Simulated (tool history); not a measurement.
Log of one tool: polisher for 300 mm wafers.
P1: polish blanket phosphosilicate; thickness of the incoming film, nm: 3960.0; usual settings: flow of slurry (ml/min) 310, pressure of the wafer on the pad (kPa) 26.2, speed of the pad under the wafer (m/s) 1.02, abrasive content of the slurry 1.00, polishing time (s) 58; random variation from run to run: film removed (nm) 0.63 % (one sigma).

run    day  flow of slurry (ml/min)  pressure of the wafer on the pad (kPa)  speed of the pad under the wafer (m/s)  abrasive content of the slurry  polishing time (s)  wafers polished on this pad  hours since the slurry nozzle was cleaned  hours since the head pressure was calibrated  hours since the slurry blender was calibrated  hours since the conditioning disc was replaced  film removed (nm)
  1  0.296                      310                                    26.2                                    1.02                            1.00                  58                          487                                       70.2                                         269.8                                          208.8                                            56.8             645.39
  2  0.567                      310                                    26.2                                    1.02                            1.20                  83                          538                                       76.7                                         276.3                                          215.3                                            63.3             999.12
  3  0.896                      310                                    26.2                                    0.76                            1.00                  58                          600                                       84.6                                         284.2                                          223.2                                            71.2             509.72
     1.100  -- slurry nozzle cleaned
  4  1.183                      310                                    26.2                                    1.02                            0.50                  58                          654                                        2.1                                         291.1                                          230.1                                            78.1             442.85
  5  1.504                      465                                    26.2                                    1.02                            1.00                  58                          714                                        9.8                                         298.8                                          237.8                                            85.8             663.37
  6  1.683                      310                                    12.4                                    1.02                            1.00                  58                          747                                       14.1                                         303.1                                          242.1                                            90.1             307.30
  7  1.983                      310                                    26.2                                    1.02                            1.00                  58                          803                                       21.3                                         310.3                                          249.3                                            97.3             648.69
  8  2.271                      310                                    26.2                                    1.02                            1.00                  58                          857                                       28.2                                         317.2                                          256.2                                           104.2             642.93
  9  2.608                      310                                    26.2                                    1.02                            1.00                  74                          921                                       36.3                                         325.3                                          264.3                                           112.3             817.78
 10  2.846                      310                                    26.2                                    1.02                            1.00                  58                          965                                       42.0                                         331.0                                          270.0                                           118.0             651.87
 11  3.083                      310                                    26.2                                    1.02                            1.00                  58                         1010                                       47.7                                         336.7                                          275.7                                           123.7             647.15
 12  3.254                      310                                    26.2                                    1.02                            1.35                  58                         1042                                       51.8                                         340.8                                          279.8                                           127.8             738.62
 13  3.575                      310                                    26.2                                    1.02                            1.00                  26                         1102                                       59.5                                         348.5                                          287.5                                           135.5             289.94
 14  3.750                      310                                    40.7                                    1.02                            1.00                  58                         1135                                       63.7                                         352.7                                          291.7                                           139.7            1004.70
     3.758  -- worn pad replaced by a new one
 15  3.967                      310                                    26.2                                    1.62                            1.00                  58                           39                                       68.9                                         357.9                                          296.9                                           144.9             933.51
 16  4.200                      185                                    26.2                                    1.02                            1.00                  58                           82                                       74.5                                         363.5                                          302.5                                           150.5             605.81
 17  4.521                      310                                    26.2                                    1.02                            1.00                  58                          142                                       82.2                                         371.2                                          310.2                                           158.2             641.33
 18  4.871                      310                                    26.2                                    1.02                            1.00                  58                          208                                       90.6                                         379.6                                          318.6                                           166.6             624.10
 19  5.067                      310                                    26.2                                    1.02                            1.00                  58                          245                                       95.3                                         384.3                                          323.3                                           171.3             608.90

Forecast run 20:
 20  5.300                      310                                    26.2                                    1.02                            1.00                  58                          288                                      100.9                                         389.9                                          328.9                                           176.9                  ?

Run 20 gave film removed (nm) 596.49.
